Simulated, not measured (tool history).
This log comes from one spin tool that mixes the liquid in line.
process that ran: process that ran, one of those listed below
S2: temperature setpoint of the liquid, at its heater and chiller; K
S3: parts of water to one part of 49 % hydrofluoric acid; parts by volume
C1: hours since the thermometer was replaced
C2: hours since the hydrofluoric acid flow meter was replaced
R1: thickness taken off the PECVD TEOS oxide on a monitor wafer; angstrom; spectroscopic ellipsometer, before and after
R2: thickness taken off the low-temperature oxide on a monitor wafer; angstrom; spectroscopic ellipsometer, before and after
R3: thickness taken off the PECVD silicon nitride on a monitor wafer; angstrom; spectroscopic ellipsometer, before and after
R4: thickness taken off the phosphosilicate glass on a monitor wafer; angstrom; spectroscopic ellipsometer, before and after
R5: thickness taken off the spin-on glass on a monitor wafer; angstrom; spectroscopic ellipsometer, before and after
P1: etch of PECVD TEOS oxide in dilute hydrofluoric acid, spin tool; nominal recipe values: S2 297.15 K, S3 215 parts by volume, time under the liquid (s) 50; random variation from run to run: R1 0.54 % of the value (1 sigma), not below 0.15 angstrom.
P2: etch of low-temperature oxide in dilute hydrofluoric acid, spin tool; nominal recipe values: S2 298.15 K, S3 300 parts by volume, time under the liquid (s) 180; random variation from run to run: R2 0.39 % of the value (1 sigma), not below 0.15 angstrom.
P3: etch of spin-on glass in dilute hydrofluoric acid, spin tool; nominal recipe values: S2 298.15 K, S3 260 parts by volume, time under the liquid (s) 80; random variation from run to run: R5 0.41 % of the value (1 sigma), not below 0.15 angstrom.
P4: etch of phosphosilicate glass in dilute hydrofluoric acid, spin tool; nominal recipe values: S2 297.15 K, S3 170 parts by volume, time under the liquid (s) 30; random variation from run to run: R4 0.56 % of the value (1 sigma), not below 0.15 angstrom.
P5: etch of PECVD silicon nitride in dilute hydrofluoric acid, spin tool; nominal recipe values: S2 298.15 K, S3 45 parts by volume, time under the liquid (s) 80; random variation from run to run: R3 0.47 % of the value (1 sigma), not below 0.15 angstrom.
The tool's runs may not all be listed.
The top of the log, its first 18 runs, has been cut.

Run 19, day 6.067: process that ran P2, S2 298.15 K, S3 300 parts by volume, time under the liquid (s) 290; C1 234.9; C2 1319.4. Result: R2 119.650 angstrom.
Run 20, day 6.512: process that ran P3, S2 298.15 K, S3 260 parts by volume, time under the liquid (s) 80; C1 245.6; C2 1330.1. Result: R5 76.331 angstrom.
Run 21, day 6.900: process that ran P2, S2 292.15 K, S3 300 parts by volume, time under the liquid (s) 180; C1 254.9; C2 1339.4. Result: R2 60.513 angstrom.
Run 22, day 7.242: process that ran P5, S2 291.15 K, S3 45 parts by volume, time under the liquid (s) 80; C1 263.1; C2 1347.6. Result: R3 27.8250 angstrom.
Run 23, day 7.517: process that ran P2, S2 298.15 K, S3 300 parts by volume, time under the liquid (s) 180; C1 269.7; C2 1354.2. Result: R2 73.907 angstrom.
Run 24, day 7.979: process that ran P1, S2 297.15 K, S3 215 parts by volume, time under the liquid (s) 15; C1 280.8; C2 1365.3. Result: R1 17.398 angstrom.
Run 25, day 8.350: process that ran P1, S2 292.15 K, S3 215 parts by volume, time under the liquid (s) 50; C1 289.7; C2 1374.2. Result: R1 48.056 angstrom.
Run 26, day 8.758: process that ran P2, S2 298.15 K, S3 300 parts by volume, time under the liquid (s) 180; C1 299.5; C2 1384.0. Result: R2 74.232 angstrom.
Run 27, day 9.117: process that ran P1, S2 297.15 K, S3 215 parts by volume, time under the liquid (s) 50; C1 308.1; C2 1392.6. Result: R1 57.111 angstrom.
Run 28, day 9.562: process that ran P1, S2 290.15 K, S3 215 parts by volume, time under the liquid (s) 20; C1 318.8; C2 1403.3. Result: R1 17.450 angstrom.
Run 29, day 9.979: process that ran P4, S2 297.15 K, S3 170 parts by volume, time under the liquid (s) 30; C1 328.8; C2 1413.3. Result: R4 191.27 angstrom.
Run 30, day 10.375: process that ran P1, S2 297.15 K, S3 50 parts by volume, time under the liquid (s) 50; C1 338.3; C2 1422.8. Result: R1 296.990 angstrom.
Run 31, day 10.612: process that ran P1, S2 297.15 K, S3 80 parts by volume, time under the liquid (s) 95; C1 344.0; C2 1428.5. Result: R1 337.450 angstrom.
Run 32, day 11.079: process that ran P1, S2 297.15 K, S3 215 parts by volume, time under the liquid (s) 50; C1 355.2; C2 1439.7. Result: R1 57.101 angstrom.
Run 33, day 11.475: process that ran P1, S2 297.15 K, S3 215 parts by volume, time under the liquid (s) 50; C1 364.7; C2 1449.2. Result: R1 58.917 angstrom.
Run 34, day 11.946: process that ran P1, S2 297.15 K, S3 215 parts by volume, time under the liquid (s) 50; C1 376.0; C2 1460.5. Result: R1 59.057 angstrom.

Estimate the outcome of run 35 from the log above:
Run 35, day 12.383: process that ran P1, S2 297.15 K, S3 215 parts by volume, time under the liquid (s) 50; C1 386.5; C2 1471.0. Result: R1 ?.

Run 35 came out at R1 59.953 angstrom.
